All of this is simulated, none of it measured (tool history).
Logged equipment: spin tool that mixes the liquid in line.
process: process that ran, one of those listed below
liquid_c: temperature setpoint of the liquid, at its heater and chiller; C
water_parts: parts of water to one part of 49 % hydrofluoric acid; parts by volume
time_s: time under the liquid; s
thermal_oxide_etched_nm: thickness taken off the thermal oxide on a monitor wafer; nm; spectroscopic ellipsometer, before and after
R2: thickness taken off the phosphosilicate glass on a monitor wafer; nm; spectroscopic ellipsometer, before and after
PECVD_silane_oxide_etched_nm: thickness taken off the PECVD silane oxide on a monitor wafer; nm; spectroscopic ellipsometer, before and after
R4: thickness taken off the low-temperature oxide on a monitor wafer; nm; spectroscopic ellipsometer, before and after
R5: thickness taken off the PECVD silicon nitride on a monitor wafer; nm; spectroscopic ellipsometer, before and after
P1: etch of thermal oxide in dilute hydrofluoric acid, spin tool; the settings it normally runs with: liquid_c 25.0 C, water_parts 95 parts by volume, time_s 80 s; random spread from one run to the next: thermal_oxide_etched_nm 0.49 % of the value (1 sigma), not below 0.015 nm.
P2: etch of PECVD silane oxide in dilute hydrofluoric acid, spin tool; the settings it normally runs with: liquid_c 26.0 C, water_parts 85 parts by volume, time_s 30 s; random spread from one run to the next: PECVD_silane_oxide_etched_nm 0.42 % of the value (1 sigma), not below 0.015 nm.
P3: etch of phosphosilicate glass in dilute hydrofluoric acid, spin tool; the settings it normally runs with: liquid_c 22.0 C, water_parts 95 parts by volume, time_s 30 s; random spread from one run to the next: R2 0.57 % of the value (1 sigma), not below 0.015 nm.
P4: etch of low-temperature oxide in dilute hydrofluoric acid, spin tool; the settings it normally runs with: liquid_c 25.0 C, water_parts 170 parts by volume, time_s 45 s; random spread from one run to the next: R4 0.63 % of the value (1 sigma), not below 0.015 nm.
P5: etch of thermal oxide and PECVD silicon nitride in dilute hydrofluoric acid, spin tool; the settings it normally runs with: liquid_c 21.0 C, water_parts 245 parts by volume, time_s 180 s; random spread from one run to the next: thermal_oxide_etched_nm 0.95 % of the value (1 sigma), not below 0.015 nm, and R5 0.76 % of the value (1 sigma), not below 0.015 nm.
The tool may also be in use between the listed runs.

{"run": 1, "hour": 5.0, "process": "P1", "liquid_c": 25.0, "water_parts": 95, "time_s": 80, "thermal_oxide_etched_nm": 4.1496}
{"run": 2, "hour": 11.3, "process": "P3", "liquid_c": 22.0, "water_parts": 95, "time_s": 15, "R2": 21.235}
{"run": 3, "hour": 14.8, "process": "P2", "liquid_c": 26.0, "water_parts": 25, "time_s": 30, "PECVD_silane_oxide_etched_nm": 34.351}
{"run": 4, "hour": 19.5, "process": "P1", "liquid_c": 25.0, "water_parts": 95, "time_s": 125, "thermal_oxide_etched_nm": 6.4845}
{"run": 5, "hour": 22.6, "process": "P2", "liquid_c": 30.5, "water_parts": 85, "time_s": 30, "PECVD_silane_oxide_etched_nm": 10.96}
{"run": 6, "hour": 26.2, "process": "P1", "liquid_c": 20.5, "water_parts": 95, "time_s": 80, "thermal_oxide_etched_nm": 3.4378}
{"run": 7, "hour": 30.5, "process": "P3", "liquid_c": 22.0, "water_parts": 95, "time_s": 30, "R2": 42.713}
{"run": 8, "hour": 36.3, "process": "P1", "liquid_c": 25.0, "water_parts": 95, "time_s": 80, "thermal_oxide_etched_nm": 4.1478}
{"run": 9, "hour": 42.2, "process": "P1", "liquid_c": 25.0, "water_parts": 95, "time_s": 80, "thermal_oxide_etched_nm": 4.1547}
{"run": 10, "hour": 47.0, "process": "P4", "liquid_c": 18.5, "water_parts": 170, "time_s": 45, "R4": 3.6684}
{"run": 11, "hour": 53.0, "process": "P5", "liquid_c": 21.0, "water_parts": 245, "time_s": 180, "thermal_oxide_etched_nm": 2.6352, "R5": 2.78}
{"run": 12, "hour": 57.6, "process": "P1", "liquid_c": 25.0, "water_parts": 145, "time_s": 130, "thermal_oxide_etched_nm": 4.1493}
{"run": 13, "hour": 61.3, "process": "P2", "liquid_c": 26.0, "water_parts": 85, "time_s": 30, "PECVD_silane_oxide_etched_nm": 9.1926}
{"run": 14, "hour": 67.7, "process": "P4", "liquid_c": 25.0, "water_parts": 170, "time_s": 45, "R4": 4.7062}
{"run": 15, "hour": 71.4, "process": "P1", "liquid_c": 25.0, "water_parts": 20, "time_s": 80, "thermal_oxide_etched_nm": 21.929}
{"run": 16, "hour": 76.1, "process": "P3", "liquid_c": 28.0, "water_parts": 95, "time_s": 30, "R2": 54.322}
{"run": 17, "hour": 79.8, "process": "P5", "liquid_c": 29.0, "water_parts": 245, "time_s": 180, "thermal_oxide_etched_nm": 3.5484, "R5": 4.546}
{"run": 18, "hour": 84.6, "process": "P1", "liquid_c": 31.0, "water_parts": 95, "time_s": 80, "thermal_oxide_etched_nm": 5.2233}
{"run": 19, "hour": 90.8, "process": "P4", "liquid_c": 25.0, "water_parts": 265, "time_s": 45, "R4": 2.7305}
{"run": 20, "hour": 96.7, "process": "P5", "liquid_c": 21.0, "water_parts": 245, "time_s": 355, "thermal_oxide_etched_nm": 5.2251, "R5": 5.4104}
{"run": 21, "hour": 102.8, "process": "P1", "liquid_c": 25.0, "water_parts": 155, "time_s": 80, "thermal_oxide_etched_nm": 2.3644}
{"run": 22, "hour": 108.2, "process": "P1", "liquid_c": 25.0, "water_parts": 40, "time_s": 115, "thermal_oxide_etched_nm": 15.112}
{"run": 23, "hour": 112.8, "process": "P1", "liquid_c": 25.0, "water_parts": 95, "time_s": 40, "thermal_oxide_etched_nm": 2.0906}
{"run": 24, "hour": 117.3, "process": "P2", "liquid_c": 26.0, "water_parts": 85, "time_s": 15, "PECVD_silane_oxide_etched_nm": 4.6475}
{"run": 25, "hour": 122.7, "process": "P1", "liquid_c": 25.0, "water_parts": 95, "time_s": 80, "thermal_oxide_etched_nm": 4.1933}
{"run": 26, "hour": 125.9, "process": "P5", "liquid_c": 21.0, "water_parts": 110, "time_s": 180, "thermal_oxide_etched_nm": 6.7557, "R5": 6.1259}
{"run": 27, "hour": 132.3, "process": "P4", "liquid_c": 25.0, "water_parts": 170, "time_s": 70, "R4": 7.2908}
{"run": 28, "hour": 136.1, "process": "P3", "liquid_c": 22.0, "water_parts": 165, "time_s": 30, "R2": 22.742}

Run 29, settings as shown, results not yet in. Your forecast:
{"run": 29, "hour": 141.1, "process": "P1", "liquid_c": 25.0, "water_parts": 95, "time_s": 80, "thermal_oxide_etched_nm": "?"}

{"run 29": {"thermal_oxide_etched_nm": 4.1596}}

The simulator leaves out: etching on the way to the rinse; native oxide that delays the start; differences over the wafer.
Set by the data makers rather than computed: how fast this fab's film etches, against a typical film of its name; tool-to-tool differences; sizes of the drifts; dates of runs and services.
